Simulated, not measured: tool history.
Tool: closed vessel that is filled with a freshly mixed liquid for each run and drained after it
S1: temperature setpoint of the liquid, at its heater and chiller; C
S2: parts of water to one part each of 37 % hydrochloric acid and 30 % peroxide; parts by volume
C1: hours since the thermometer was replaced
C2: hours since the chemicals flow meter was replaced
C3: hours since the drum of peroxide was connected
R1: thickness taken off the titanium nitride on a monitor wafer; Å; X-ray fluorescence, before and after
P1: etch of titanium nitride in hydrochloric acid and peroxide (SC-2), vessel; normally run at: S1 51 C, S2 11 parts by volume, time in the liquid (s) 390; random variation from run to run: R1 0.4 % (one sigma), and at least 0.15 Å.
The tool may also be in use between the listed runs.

run 1 day=0.346 | S1=51 S2=11 time_in_the_liquid_(s)=390 | C1=1388.4 C2=351.2 C3=327 | R1=108.38
run 2 day=0.825 | S1=51 S2=11 time_in_the_liquid_(s)=390 | C1=1399.9 C2=362.7 C3=338.5 | R1=108.57
run 3 day=1.525 | S1=51 S2=11 time_in_the_liquid_(s)=45 | C1=1416.7 C2=379.5 C3=355.3 | R1=12.357
run 4 day=2.262 | S1=51 S2=11 time_in_the_liquid_(s)=390 | C1=1434.4 C2=397.2 C3=373 | R1=107.95
-- day=2.525 chemicals flow meter replaced
run 5 day=2.717 | S1=51 S2=11 time_in_the_liquid_(s)=700 | C1=1445.3 C2=4.6 C3=383.9 | R1=194.58
run 6 day=3.438 | S1=51 S2=11 time_in_the_liquid_(s)=390 | C1=1462.6 C2=21.9 C3=401.2 | R1=108.19
run 7 day=3.912 | S1=51 S2=19.5 time_in_the_liquid_(s)=80 | C1=1474 C2=33.3 C3=412.6 | R1=13.256
run 8 day=4.492 | S1=51 S2=11 time_in_the_liquid_(s)=390 | C1=1487.9 C2=47.2 C3=426.5 | R1=107.87
run 9 day=4.933 | S1=51 S2=11 time_in_the_liquid_(s)=390 | C1=1498.5 C2=57.8 C3=437.1 | R1=108.11
run 10 day=5.508 | S1=35 S2=11 time_in_the_liquid_(s)=390 | C1=1512.3 C2=71.6 C3=450.9 | R1=35.266
run 11 day=6.258 | S1=51 S2=18 time_in_the_liquid_(s)=390 | C1=1530.3 C2=89.6 C3=468.9 | R1=69.633
run 12 day=6.958 | S1=51 S2=4 time_in_the_liquid_(s)=390 | C1=1547.1 C2=106.4 C3=485.7 | R1=233.58
run 13 day=7.392 | S1=65 S2=11 time_in_the_liquid_(s)=390 | C1=1557.5 C2=116.8 C3=496.1 | R1=263.41
run 14 day=8.083 | S1=63 S2=4 time_in_the_liquid_(s)=390 | C1=1574.1 C2=133.4 C3=512.7 | R1=503.76
run 15 day=8.512 | S1=51 S2=11 time_in_the_liquid_(s)=390 | C1=1584.4 C2=143.7 C3=523 | R1=107.99
run 16 day=8.896 | S1=51 S2=11 time_in_the_liquid_(s)=390 | C1=1593.6 C2=152.9 C3=532.2 | R1=110.81

Forecast run 17:
run 17 day=9.65 | S1=51 S2=11 time_in_the_liquid_(s)=390 | C1=1611.7 C2=171 C3=550.3 | R1=?

Run 17 gave R1 113.1 Å.

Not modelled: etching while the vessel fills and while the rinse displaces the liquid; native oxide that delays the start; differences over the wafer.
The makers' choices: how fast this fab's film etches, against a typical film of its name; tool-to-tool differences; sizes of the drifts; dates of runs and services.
